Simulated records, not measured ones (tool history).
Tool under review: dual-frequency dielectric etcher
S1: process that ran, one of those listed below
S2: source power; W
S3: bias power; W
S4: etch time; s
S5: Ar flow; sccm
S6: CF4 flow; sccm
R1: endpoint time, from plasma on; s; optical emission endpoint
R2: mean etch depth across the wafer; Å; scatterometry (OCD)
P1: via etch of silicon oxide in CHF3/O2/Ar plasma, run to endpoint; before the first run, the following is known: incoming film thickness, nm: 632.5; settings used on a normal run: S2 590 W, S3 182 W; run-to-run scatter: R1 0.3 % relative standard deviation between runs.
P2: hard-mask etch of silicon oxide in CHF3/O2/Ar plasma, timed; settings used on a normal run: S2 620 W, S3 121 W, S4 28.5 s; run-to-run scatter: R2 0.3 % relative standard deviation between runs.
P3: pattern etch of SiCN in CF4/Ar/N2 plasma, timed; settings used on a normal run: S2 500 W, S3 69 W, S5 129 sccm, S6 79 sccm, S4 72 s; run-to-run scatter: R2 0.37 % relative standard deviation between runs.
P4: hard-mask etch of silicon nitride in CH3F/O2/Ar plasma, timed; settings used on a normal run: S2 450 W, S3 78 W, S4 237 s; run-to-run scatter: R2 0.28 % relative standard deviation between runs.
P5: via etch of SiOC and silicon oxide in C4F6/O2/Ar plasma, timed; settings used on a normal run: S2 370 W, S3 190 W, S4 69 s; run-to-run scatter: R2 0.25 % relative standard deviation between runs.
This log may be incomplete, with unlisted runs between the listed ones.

{"run": 1, "hour": 11.7, "S1": "P1", "S2": 590, "S3": 182, "R1": 317.84}
{"run": 2, "hour": 22.5, "S1": "P4", "S2": 450, "S3": 78, "S4": 130.5, "R2": 964.69}
{"run": 3, "hour": 33.5, "S1": "P1", "S2": 590, "S3": 182, "R1": 318.09}
{"run": 4, "hour": 48.6, "S1": "P3", "S2": 500, "S3": 69, "S4": 72, "S5": 129, "S6": 98, "R2": 677.73}
{"run": 5, "hour": 59.2, "S1": "P3", "S2": 500, "S3": 69, "S4": 72, "S5": 129, "S6": 79, "R2": 664.7}
{"run": 6, "hour": 73.3, "S1": "P1", "S2": 590, "S3": 182, "R1": 317.37}
{"run": 7, "hour": 86.2, "S1": "P3", "S2": 690, "S3": 69, "S4": 72, "S5": 129, "S6": 79, "R2": 877.94}
{"run": 8, "hour": 95.3, "S1": "P2", "S2": 620, "S3": 160, "S4": 28.5, "R2": 549.62}
{"run": 9, "hour": 110.1, "S1": "P3", "S2": 500, "S3": 69, "S4": 72, "S5": 129, "S6": 79, "R2": 659.33}
{"run": 10, "hour": 119.9, "S1": "P3", "S2": 500, "S3": 69, "S4": 72, "S5": 152, "S6": 79, "R2": 645.76}
{"run": 11, "hour": 134.2, "S1": "P1", "S2": 750, "S3": 182, "R1": 290.21}
{"run": 12, "hour": 149.3, "S1": "P5", "S2": 490, "S3": 190, "S4": 69, "R2": 865.13}
{"run": 13, "hour": 158.0, "S1": "P1", "S2": 410, "S3": 182, "R1": 363.33}
{"run": 14, "hour": 171.0, "S1": "P4", "S2": 290, "S3": 78, "S4": 237, "R2": 1480.8}
{"run": 15, "hour": 178.0, "S1": "P2", "S2": 620, "S3": 121, "S4": 28.5, "R2": 502.98}
{"run": 16, "hour": 193.1, "S1": "P1", "S2": 590, "S3": 182, "R1": 317.27}
{"run": 17, "hour": 201.2, "S1": "P5", "S2": 370, "S3": 190, "S4": 69, "R2": 775.74}
{"run": 18, "hour": 209.7, "S1": "P4", "S2": 450, "S3": 78, "S4": 237, "R2": 1748.5}
{"run": 19, "hour": 221.1, "S1": "P3", "S2": 500, "S3": 46, "S4": 72, "S5": 129, "S6": 79, "R2": 578.1}
{"run": 20, "hour": 231.7, "S1": "P2", "S2": 620, "S3": 121, "S4": 41, "R2": 718.45}
{"run": 21, "hour": 241.7, "S1": "P5", "S2": 370, "S3": 190, "S4": 94.5, "R2": 1063.3}
{"run": 22, "hour": 254.6, "S1": "P1", "S2": 590, "S3": 182, "R1": 316.03}
{"run": 23, "hour": 262.4, "S1": "P4", "S2": 450, "S3": 54, "S4": 237, "R2": 1541.7}
{"run": 24, "hour": 274.8, "S1": "P3", "S2": 500, "S3": 69, "S4": 42, "S5": 129, "S6": 79, "R2": 384.48}
{"run": 25, "hour": 284.5, "S1": "P1", "S2": 590, "S3": 106, "R1": 377.61}
{"run": 26, "hour": 296.3, "S1": "P2", "S2": 620, "S3": 121, "S4": 28.5, "R2": 502.79}
{"run": 27, "hour": 306.4, "S1": "P5", "S2": 370, "S3": 238, "S4": 69, "R2": 839.48}
{"run": 28, "hour": 320.0, "S1": "P1", "S2": 590, "S3": 256, "R1": 283.1}
{"run": 29, "hour": 329.4, "S1": "P1", "S2": 730, "S3": 141, "R1": 318.17}
{"run": 30, "hour": 343.6, "S1": "P2", "S2": 760, "S3": 121, "S4": 28.5, "R2": 543.08}
{"run": 31, "hour": 357.3, "S1": "P4", "S2": 450, "S3": 78, "S4": 237, "R2": 1748.3}
{"run": 32, "hour": 369.9, "S1": "P1", "S2": 590, "S3": 182, "R1": 316.87}
{"run": 33, "hour": 383.0, "S1": "P1", "S2": 590, "S3": 182, "R1": 314.27}
{"run": 34, "hour": 389.9, "S1": "P1", "S2": 590, "S3": 182, "R1": 316.12}
{"run": 35, "hour": 400.2, "S1": "P1", "S2": 590, "S3": 182, "R1": 314.91}
{"hour": 407.5, "done": "wet clean of the chamber"}
{"run": 36, "hour": 415.6, "S1": "P1", "S2": 590, "S3": 182, "R1": 315.8}
{"run": 37, "hour": 423.2, "S1": "P1", "S2": 590, "S3": 182, "R1": 311.51}
{"run": 38, "hour": 438.1, "S1": "P1", "S2": 590, "S3": 182, "R1": 314.01}
{"run": 39, "hour": 447.5, "S1": "P1", "S2": 590, "S3": 182, "R1": 312.54}
{"run": 40, "hour": 460.7, "S1": "P1", "S2": 590, "S3": 182, "R1": 311.19}
{"run": 41, "hour": 475.9, "S1": "P1", "S2": 590, "S3": 182, "R1": 314.09}

Something has made what P1 gives creep away from where it was; the 2 causes below, each at its own stated size, fit the log equally well:
A: bias power that arrives over what is set, % = 4.59
B: source power that arrives over what is set, % = 4.06
At approximately hour 369.9, the process output began to creep.
What rules out each remaining cause:
chamber walls in a state that raises the etch rate, %: maintenance at hour 407.5, after the shift began, did not return the process to its former output

Below are 4 check runs, each averaged over 2 wafers, with their results shown as question marks. Which of them would give clearly different results depending on which cause is behind the drift?
{"run": "check 1", "hour": 491.1, "S1": "P3", "S2": 500, "S3": 47, "S4": 72, "S5": 129, "S6": 79, "R2": "?"}
{"run": "check 2", "hour": 491.1, "S1": "P4", "S2": 310, "S3": 78, "S4": 237, "R2": "?"}
{"run": "check 3", "hour": 491.1, "S1": "P5", "S2": 470, "S3": 190, "S4": 69, "R2": "?"}
{"run": "check 4", "hour": 491.1, "S1": "P2", "S2": 710, "S3": 121, "S4": 39, "R2": "?"}

Check results expected under each cause:
check=check_1 result=R2 if_A=587.39 if_B=599.82
check=check_2 result=R2 if_A=1541.9 if_B=1540.2
check=check_3 result=R2 if_A=864.4 if_B=865.19
check=check_4 result=R2 if_A=733.42 if_B=734.87
Per-check spread between the two closest causes, in the result where they differ most: check 1 2.1 %; check 2 0.11 %; check 3 0.09 %; check 4 0.2 %
Check 1 distinguishes between the causes, while the remaining checks would return nearly the same result for all of them.

With check 1 done, the readings were: R2 599.29 Å. Identify which of the listed causes applies.

Of the candidate causes, it is B: source power that arrives over what is set, %.
